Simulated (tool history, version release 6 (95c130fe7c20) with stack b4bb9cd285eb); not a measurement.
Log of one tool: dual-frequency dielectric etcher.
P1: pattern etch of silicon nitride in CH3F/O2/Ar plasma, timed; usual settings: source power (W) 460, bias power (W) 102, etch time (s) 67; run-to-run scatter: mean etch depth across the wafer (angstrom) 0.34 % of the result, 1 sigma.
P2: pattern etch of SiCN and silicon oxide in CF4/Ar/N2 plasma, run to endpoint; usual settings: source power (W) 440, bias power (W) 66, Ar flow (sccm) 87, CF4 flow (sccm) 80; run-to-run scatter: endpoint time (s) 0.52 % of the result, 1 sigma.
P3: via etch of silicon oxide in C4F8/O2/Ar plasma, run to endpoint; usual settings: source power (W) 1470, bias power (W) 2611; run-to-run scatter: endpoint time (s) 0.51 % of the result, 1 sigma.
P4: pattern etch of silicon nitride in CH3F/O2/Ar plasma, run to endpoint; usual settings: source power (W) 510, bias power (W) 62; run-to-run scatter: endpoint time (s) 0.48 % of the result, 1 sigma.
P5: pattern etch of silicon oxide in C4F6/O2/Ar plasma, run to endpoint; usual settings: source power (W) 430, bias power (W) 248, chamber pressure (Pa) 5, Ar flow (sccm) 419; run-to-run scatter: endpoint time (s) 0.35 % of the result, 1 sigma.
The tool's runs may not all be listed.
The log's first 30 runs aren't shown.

| run | hour | process that ran | source power (W) | bias power (W) | etch time (s) | Ar flow (sccm) | CF4 flow (sccm) | chamber pressure (Pa) | hours since the last wet clean | hours since the last source power generator calibration | hours since the last bias power generator calibration | mean etch depth across the wafer (angstrom) | endpoint time (s) |
|---|---|---|---|---|---|---|---|---|---|---|---|---|---|
| 31 | 361.1 | P1 | 460 | 70 | 42.5 |  |  |  | 19.8 | 2260.5 | 1655.8 | 314.32 |  |
| 32 | 368.6 | P1 | 590 | 102 | 67 |  |  |  | 27.3 | 2268 | 1663.3 | 621.77 |  |
| 33 | 381.6 | P1 | 460 | 102 | 67 |  |  |  | 40.3 | 2281 | 1676.3 | 566.84 |  |
| 34 | 397.6 | P1 | 460 | 102 | 67 |  |  |  | 56.3 | 2297 | 1692.3 | 566.97 |  |
| 35 | 413.2 | P1 | 460 | 102 | 67 |  |  |  | 71.9 | 2312.6 | 1707.9 | 574.91 |  |
| 36 | 420.9 | P1 | 460 | 102 | 67 |  |  |  | 79.6 | 2320.3 | 1715.6 | 576.7 |  |
| 37 | 431.4 | P1 | 460 | 102 | 67 |  |  |  | 90.1 | 2330.8 | 1726.1 | 574.52 |  |
| 38 | 442 | P1 | 460 | 102 | 67 |  |  |  | 100.7 | 2341.4 | 1736.7 | 572.05 |  |
| 39 | 454.6 | P1 | 460 | 102 | 67 |  |  |  | 113.3 | 2354 | 1749.3 | 574.92 |  |
|  | 468.4 | wet clean of the chamber |
| 40 | 469.7 | P1 | 460 | 102 | 67 |  |  |  | 1.4 | 2369.1 | 1764.4 | 577.5 |  |
| 41 | 481.6 | P1 | 460 | 102 | 67 |  |  |  | 13.3 | 2381 | 1776.3 | 574.28 |  |

The next listed run, before its measurement:
| 42 | 497.3 | P1 | 460 | 102 | 67 |  |  |  | 29 | 2396.7 | 1792 | ? |  |

Run 42 gave mean etch depth across the wafer (angstrom) 576.8.
